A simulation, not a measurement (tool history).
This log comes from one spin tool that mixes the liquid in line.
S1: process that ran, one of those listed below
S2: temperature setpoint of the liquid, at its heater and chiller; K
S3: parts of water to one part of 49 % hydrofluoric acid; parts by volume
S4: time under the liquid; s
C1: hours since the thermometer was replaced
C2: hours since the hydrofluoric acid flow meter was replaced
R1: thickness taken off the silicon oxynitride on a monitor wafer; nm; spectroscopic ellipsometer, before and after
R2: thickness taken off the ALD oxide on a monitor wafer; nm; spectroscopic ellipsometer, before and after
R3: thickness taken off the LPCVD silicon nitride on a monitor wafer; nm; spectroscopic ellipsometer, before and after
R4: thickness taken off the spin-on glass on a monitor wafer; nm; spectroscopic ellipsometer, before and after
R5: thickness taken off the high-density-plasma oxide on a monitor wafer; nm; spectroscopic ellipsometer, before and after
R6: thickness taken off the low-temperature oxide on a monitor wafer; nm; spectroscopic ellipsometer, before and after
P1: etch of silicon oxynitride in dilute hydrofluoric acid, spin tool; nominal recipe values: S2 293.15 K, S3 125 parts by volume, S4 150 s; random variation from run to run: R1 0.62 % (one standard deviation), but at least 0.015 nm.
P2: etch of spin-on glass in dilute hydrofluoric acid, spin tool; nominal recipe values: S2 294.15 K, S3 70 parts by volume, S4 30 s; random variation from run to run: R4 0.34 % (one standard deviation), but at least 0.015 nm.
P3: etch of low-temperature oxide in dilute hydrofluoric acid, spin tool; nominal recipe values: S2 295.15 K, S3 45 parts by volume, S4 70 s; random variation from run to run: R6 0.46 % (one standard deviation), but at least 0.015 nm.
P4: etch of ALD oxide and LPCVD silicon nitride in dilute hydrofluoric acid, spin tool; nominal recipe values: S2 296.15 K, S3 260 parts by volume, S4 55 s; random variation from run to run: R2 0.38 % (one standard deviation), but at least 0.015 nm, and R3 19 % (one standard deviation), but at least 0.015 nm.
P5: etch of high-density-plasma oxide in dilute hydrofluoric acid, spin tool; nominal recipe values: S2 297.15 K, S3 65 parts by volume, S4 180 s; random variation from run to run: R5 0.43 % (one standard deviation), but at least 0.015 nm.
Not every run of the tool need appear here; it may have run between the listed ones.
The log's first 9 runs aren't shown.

run,hour,S1,S2,S3,S4,C1,C2,R1,R2,R3,R4,R5,R6
10,101.0,P2,294.15,35,30,995.1,1007.1,,,,37.510,,
11,114.3,P5,290.15,65,180,1008.4,1020.4,,,,,17.347,
12,123.0,P2,294.15,70,30,1017.1,1029.1,,,,17.942,,
13,135.2,P5,297.15,65,180,1029.3,1041.3,,,,,23.246,
14,145.8,P1,293.15,35,150,1039.9,1051.9,16.9410,,,,,
15,155.8,P5,297.15,65,180,1049.9,1061.9,,,,,23.276,
16,163.9,P3,295.15,45,15,1058.0,1070.0,,,,,,11.554
17,173.9,P3,295.15,70,70,1068.0,1080.0,,,,,,33.395
18,182.0,P3,290.15,45,70,1076.1,1088.1,,,,,,43.405
19,192.0,P1,293.15,125,150,1086.1,1098.1,4.4490,,,,,
20,199.5,P1,293.15,125,150,1093.6,1105.6,4.5080,,,,,
21,209.7,P4,296.15,260,55,1103.8,1115.8,,5.5438,0.101830,,,
22,218.3,P5,297.15,65,80,1112.4,1124.4,,,,,10.330,

Run 23 has not been measured yet. What should we expect?
23,228.2,P2,294.15,70,45,1122.3,1134.3,,,,?,,

{"run 23": {"R4": 26.862}}

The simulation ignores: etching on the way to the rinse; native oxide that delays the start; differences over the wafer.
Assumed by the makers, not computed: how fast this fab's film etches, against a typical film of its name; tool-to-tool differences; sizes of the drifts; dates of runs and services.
